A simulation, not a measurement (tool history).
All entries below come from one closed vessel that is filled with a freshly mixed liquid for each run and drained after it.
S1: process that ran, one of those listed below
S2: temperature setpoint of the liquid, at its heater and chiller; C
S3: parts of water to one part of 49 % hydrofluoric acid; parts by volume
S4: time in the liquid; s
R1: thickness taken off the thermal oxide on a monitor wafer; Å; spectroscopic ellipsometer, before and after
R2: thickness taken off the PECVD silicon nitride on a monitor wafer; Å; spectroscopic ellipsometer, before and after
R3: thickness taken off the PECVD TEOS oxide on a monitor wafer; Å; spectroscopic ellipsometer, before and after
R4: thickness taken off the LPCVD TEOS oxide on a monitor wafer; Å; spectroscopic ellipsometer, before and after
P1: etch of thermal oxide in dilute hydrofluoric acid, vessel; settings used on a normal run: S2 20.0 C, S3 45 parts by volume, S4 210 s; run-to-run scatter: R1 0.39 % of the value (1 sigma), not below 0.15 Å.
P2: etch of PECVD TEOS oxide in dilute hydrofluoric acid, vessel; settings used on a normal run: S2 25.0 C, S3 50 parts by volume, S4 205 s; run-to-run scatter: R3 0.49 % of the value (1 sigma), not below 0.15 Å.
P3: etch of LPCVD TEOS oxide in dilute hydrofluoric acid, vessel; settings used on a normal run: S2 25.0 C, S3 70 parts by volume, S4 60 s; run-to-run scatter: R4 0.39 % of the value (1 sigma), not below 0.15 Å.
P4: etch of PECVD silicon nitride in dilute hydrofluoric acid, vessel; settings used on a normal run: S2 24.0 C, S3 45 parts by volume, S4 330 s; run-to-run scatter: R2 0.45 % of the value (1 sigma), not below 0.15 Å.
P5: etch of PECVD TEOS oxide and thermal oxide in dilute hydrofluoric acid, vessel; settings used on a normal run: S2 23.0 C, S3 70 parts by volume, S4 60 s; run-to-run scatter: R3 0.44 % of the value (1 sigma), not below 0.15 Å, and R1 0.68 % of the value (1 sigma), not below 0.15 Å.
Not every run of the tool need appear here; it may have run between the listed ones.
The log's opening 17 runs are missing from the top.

run 18 hour=166.0 | S1=P1 S2=20.0 S3=25 S4=210 | R1=368.200
run 19 hour=172.8 | S1=P1 S2=20.0 S3=45 S4=210 | R1=197.580
run 20 hour=184.7 | S1=P4 S2=24.0 S3=20 S4=330 | R2=267.530
run 21 hour=194.4 | S1=P2 S2=25.0 S3=20 S4=205 | R3=1048.400
run 22 hour=204.4 | S1=P2 S2=25.0 S3=50 S4=205 | R3=405.420
run 23 hour=211.1 | S1=P1 S2=20.0 S3=45 S4=360 | R1=338.730
run 24 hour=219.1 | S1=P2 S2=25.0 S3=50 S4=30 | R3=59.051
run 25 hour=231.9 | S1=P2 S2=25.0 S3=50 S4=205 | R3=403.420
run 26 hour=242.6 | S1=P1 S2=20.0 S3=45 S4=40 | R1=37.673
run 27 hour=249.7 | S1=P2 S2=32.0 S3=50 S4=205 | R3=530.830
run 28 hour=262.7 | S1=P1 S2=20.0 S3=45 S4=210 | R1=197.410
run 29 hour=271.6 | S1=P1 S2=28.0 S3=45 S4=210 | R1=274.970
run 30 hour=282.6 | S1=P3 S2=25.0 S3=70 S4=30 | R4=120.80
run 31 hour=292.2 | S1=P1 S2=20.0 S3=45 S4=210 | R1=199.470
run 32 hour=303.0 | S1=P1 S2=20.0 S3=45 S4=210 | R1=189.950
run 33 hour=309.9 | S1=P1 S2=20.0 S3=45 S4=210 | R1=187.810
run 34 hour=317.2 | S1=P1 S2=20.0 S3=45 S4=210 | R1=183.650
run 35 hour=330.0 | S1=P1 S2=20.0 S3=45 S4=210 | R1=180.820
run 36 hour=337.4 | S1=P1 S2=20.0 S3=45 S4=210 | R1=181.200

Run 37 comes next. What will it give?
run 37 hour=344.3 | S1=P1 S2=20.0 S3=45 S4=210 | R1=?

{"run 37": {"R1": 181.55}}

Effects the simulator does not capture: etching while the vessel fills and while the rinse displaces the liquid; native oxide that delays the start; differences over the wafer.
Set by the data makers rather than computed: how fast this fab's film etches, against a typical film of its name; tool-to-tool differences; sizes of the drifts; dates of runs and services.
